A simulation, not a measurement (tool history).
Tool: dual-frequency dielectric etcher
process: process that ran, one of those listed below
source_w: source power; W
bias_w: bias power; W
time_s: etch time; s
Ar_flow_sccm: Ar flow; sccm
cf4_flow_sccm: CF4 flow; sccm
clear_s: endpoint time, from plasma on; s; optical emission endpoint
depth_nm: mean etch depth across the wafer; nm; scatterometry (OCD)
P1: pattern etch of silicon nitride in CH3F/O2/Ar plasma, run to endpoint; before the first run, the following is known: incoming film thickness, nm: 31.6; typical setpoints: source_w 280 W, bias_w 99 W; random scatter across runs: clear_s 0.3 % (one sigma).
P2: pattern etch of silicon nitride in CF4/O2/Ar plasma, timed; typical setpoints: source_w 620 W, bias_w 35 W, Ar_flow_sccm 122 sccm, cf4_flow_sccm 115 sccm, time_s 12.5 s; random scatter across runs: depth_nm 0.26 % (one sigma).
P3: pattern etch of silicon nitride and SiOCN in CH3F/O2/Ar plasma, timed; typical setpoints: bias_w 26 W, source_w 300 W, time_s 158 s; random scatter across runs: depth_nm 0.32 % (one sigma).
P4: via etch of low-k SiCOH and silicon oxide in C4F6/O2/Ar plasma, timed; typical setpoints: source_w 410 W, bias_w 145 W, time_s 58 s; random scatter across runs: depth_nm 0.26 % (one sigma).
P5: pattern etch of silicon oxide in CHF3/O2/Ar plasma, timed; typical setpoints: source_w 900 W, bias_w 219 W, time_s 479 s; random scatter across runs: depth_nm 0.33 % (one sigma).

| run | hour | process | source_w | bias_w | time_s | Ar_flow_sccm | cf4_flow_sccm | clear_s | depth_nm |
|---|---|---|---|---|---|---|---|---|---|
| 1 | 6.8 | P1 | 280 | 99 |  |  |  | 46.194 |  |
| 2 | 11.6 | P5 | 900 | 219 | 479 |  |  |  | 1143.3 |
| 3 | 16.1 | P2 | 620 | 22 | 12.5 | 122 | 115 |  | 21.54 |
| 4 | 21.4 | P3 | 300 | 26 | 158 |  |  |  | 21.289 |
| 5 | 28 | P1 | 180 | 122 |  |  |  | 50.06 |  |
| 6 | 35.4 | P5 | 900 | 129 | 479 |  |  |  | 956.88 |
| 7 | 42.9 | P3 | 300 | 26 | 232 |  |  |  | 31.325 |
| 8 | 49.4 | P2 | 620 | 35 | 17 | 122 | 115 |  | 33.99 |
| 9 | 56.6 | P1 | 330 | 99 |  |  |  | 43.387 |  |
| 10 | 61.1 | P4 | 410 | 145 | 45 |  |  |  | 123.05 |
| 11 | 66.4 | P1 | 280 | 99 |  |  |  | 45.992 |  |
| 12 | 73.1 | P2 | 860 | 35 | 12.5 | 122 | 115 |  | 33.114 |
| 13 | 77.7 | P1 | 280 | 99 |  |  |  | 46.138 |  |
| 14 | 83.9 | P2 | 620 | 35 | 12.5 | 78 | 115 |  | 26.477 |
| 15 | 91.7 | P1 | 280 | 129 |  |  |  | 41.567 |  |
| 16 | 98.6 | P5 | 900 | 219 | 479 |  |  |  | 1138.1 |
| 17 | 103.2 | P1 | 280 | 65 |  |  |  | 53.563 |  |
| 18 | 107.3 | P1 | 280 | 99 |  |  |  | 46.317 |  |
| 19 | 111.8 | P4 | 410 | 202 | 58 |  |  |  | 175.03 |
| 20 | 115.4 | P1 | 220 | 132 |  |  |  | 44.966 |  |
| 21 | 120 | P1 | 280 | 99 |  |  |  | 46.042 |  |
| 22 | 123.8 | P2 | 620 | 35 | 12.5 | 122 | 115 |  | 24.986 |
| 23 | 129.8 | P2 | 620 | 35 | 12.5 | 122 | 159 |  | 26.147 |
| 24 | 133.7 | P5 | 1220 | 219 | 479 |  |  |  | 1270.1 |
| 25 | 138.4 | P5 | 900 | 219 | 590 |  |  |  | 1408.8 |

Run 26 comes next. What will it give?
| 26 | 144.5 | P3 | 300 | 35 | 158 |  |  |  | ? |

depth_nm: 24.477 nm
